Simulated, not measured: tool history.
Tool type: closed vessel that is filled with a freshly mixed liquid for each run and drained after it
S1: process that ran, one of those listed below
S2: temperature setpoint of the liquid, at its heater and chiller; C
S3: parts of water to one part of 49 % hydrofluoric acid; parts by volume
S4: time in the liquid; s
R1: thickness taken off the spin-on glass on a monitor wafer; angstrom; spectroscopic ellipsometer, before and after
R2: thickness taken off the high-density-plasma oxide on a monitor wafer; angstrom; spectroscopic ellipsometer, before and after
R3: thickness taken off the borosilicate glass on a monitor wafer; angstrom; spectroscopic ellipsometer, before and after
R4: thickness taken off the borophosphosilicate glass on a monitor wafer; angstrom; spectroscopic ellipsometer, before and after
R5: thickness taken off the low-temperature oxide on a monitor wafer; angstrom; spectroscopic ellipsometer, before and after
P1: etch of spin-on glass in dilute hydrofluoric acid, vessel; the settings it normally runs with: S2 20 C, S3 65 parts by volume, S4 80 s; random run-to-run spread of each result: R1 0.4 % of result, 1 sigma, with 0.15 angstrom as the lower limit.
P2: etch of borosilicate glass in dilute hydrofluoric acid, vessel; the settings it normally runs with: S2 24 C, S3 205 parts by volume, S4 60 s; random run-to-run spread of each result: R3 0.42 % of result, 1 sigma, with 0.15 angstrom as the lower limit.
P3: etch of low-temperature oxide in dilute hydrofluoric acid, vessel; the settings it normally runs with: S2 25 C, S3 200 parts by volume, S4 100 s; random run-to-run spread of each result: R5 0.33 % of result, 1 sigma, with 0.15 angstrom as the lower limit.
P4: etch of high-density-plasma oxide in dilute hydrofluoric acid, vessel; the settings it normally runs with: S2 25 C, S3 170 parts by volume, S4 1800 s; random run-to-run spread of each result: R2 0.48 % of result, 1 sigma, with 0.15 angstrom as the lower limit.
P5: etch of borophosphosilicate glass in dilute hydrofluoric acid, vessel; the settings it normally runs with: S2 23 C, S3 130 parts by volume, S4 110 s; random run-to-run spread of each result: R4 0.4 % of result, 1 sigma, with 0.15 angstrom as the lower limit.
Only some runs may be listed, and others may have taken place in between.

run	hour	S1	S2	S3	S4	R1	R2	R3	R4	R5
1	9.3	P1	20	65	80	551.68				
2	19.7	P4	31	170	1800		630.79			
3	25.2	P2	24	205	60			72.241		
4	34.1	P4	25	35	1800		2919.4			
5	40.7	P4	25	170	3490		987.62			
6	48.4	P5	23	130	110				385.21	
7	58.2	P1	20	65	120	831.97				
8	64.5	P1	20	20	80	1897.7				
9	75	P3	25	200	100					100.54
10	82.1	P4	25	170	1800		510.32			
11	88	P1	17	65	80	484.91				
12	95.1	P2	24	205	30			35.474		
13	100.8	P1	20	65	80	549.78				
14	109.3	P1	20	65	80	551.31				
15	114.9	P5	18	130	110				318.36	
16	122	P1	20	65	30	206.94				
17	132.6	P3	25	200	100					100.53
18	141.5	P2	24	205	60			71.04		
19	147.1	P1	20	65	80	552.78				
20	151.8	P1	20	25	140	2617.4				
21	162.2	P1	20	65	80	553.4				
22	169.2	P3	18	200	100					76.635
23	176	P2	24	55	60			317.91		
24	181.1	P1	20	65	80	547.92				
25	186.7	P1	25.5	20	80	2389.1				
26	195.7	P5	23	130	110				385.19	
27	206	P3	25	200	180					180.32
28	211	P1	20	65	80	552.98				
29	217.3	P1	26.5	65	80	717.25				
30	227.2	P2	17	205	60			54.306		
31	236.3	P3	25	320	100					55.396
32	241.9	P1	25	65	45	382.81				
33	248.3	P1	20	105	80	326.47				
34	257.4	P5	23	130	210				736.47	
35	267.2	P5	23	30	110				1879.3	
36	275.2	P1	20	65	80	553.48				
37	282.5	P1	20	65	80	533.69				
38	291.7	P1	20	65	80	528.33				
39	300.5	P1	20	65	80	515.02				
40	309.2	P1	20	65	80	511.72				
41	314.3	P1	20	65	80	505.32				
42	320.2	P1	20	65	80	506.25				
43	326.8	P1	20	65	80	504.27				
44	334.2	P1	20	65	80	505.56				
45	341.4	P1	20	65	80	502.18				

Expected results for the next run?
46	350.4	P1	20	65	80	?				

Run 46 produced R1 503.18 angstrom.
